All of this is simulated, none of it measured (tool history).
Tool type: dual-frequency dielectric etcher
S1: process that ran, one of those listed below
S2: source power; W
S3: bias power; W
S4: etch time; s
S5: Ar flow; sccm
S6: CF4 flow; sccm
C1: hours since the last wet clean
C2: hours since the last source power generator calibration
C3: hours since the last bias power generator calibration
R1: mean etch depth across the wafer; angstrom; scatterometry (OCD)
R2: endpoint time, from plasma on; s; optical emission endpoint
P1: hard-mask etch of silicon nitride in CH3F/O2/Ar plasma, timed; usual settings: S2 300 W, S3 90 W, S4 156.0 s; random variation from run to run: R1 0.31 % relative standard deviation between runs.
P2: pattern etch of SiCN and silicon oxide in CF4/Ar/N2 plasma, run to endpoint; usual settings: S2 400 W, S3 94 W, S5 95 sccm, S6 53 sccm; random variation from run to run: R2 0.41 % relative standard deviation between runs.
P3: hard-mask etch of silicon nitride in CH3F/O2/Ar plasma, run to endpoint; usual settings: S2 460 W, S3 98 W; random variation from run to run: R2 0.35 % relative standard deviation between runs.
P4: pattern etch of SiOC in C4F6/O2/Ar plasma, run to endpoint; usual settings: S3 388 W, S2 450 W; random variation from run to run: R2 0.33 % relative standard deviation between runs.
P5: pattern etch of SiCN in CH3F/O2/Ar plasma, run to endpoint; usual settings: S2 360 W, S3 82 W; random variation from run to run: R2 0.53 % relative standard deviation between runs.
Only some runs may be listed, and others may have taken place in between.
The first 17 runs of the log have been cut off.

run   hour  S1   S2   S3     S4  S5  S6     C1      C2     C3       R1       R2
 18   52.5  P4  450  535                 163.7  2271.1  601.7            9.3157
 19   56.1  P3  460   98                 167.3  2274.7  605.3           35.3470
 20   59.9  P1  300   64  156.0          171.1  2278.5  609.1   941.12
 21   62.3  P5  360   82                 173.5  2280.9  611.5           17.9540
 22   64.8  P4  450  388                 176.0  2283.4  614.0           10.5440
 23   68.9  P5  360   53                 180.1  2287.5  618.1           20.7740
 24   71.8  P2  400   94         75  53  183.0  2290.4  621.0           19.7660
 25   75.3  P2  400  130         95  53  186.5  2293.9  624.5           17.8300
 26   77.9  P1  300  118  225.5          189.1  2296.5  627.1  1692.20
 27   81.5  P1  300   90  197.0          192.7  2300.1  630.7  1334.10
 28   85.3  P1  300   90  156.0          196.5  2303.9  634.5  1059.30
 29   88.5  P2  400   94         95  53  199.7  2307.1  637.7           20.2580
 30   91.3  P1  420  105  156.0          202.5  2309.9  640.5  1275.90
 31   94.6  P2  500   94         95  53  205.8  2313.2  643.8           16.6500
 32   99.3  P2  400   94         95  40  210.5  2317.9  648.5           21.0480
 33  101.6  P1  300   90  156.0          212.8  2320.2  650.8  1056.60

Run 34 has not been measured yet. What should we expect?
 34  105.2  P1  300  90  156.0          216.4  2323.8  654.4   ?

{"run 34": {"R1": 1051.7}}

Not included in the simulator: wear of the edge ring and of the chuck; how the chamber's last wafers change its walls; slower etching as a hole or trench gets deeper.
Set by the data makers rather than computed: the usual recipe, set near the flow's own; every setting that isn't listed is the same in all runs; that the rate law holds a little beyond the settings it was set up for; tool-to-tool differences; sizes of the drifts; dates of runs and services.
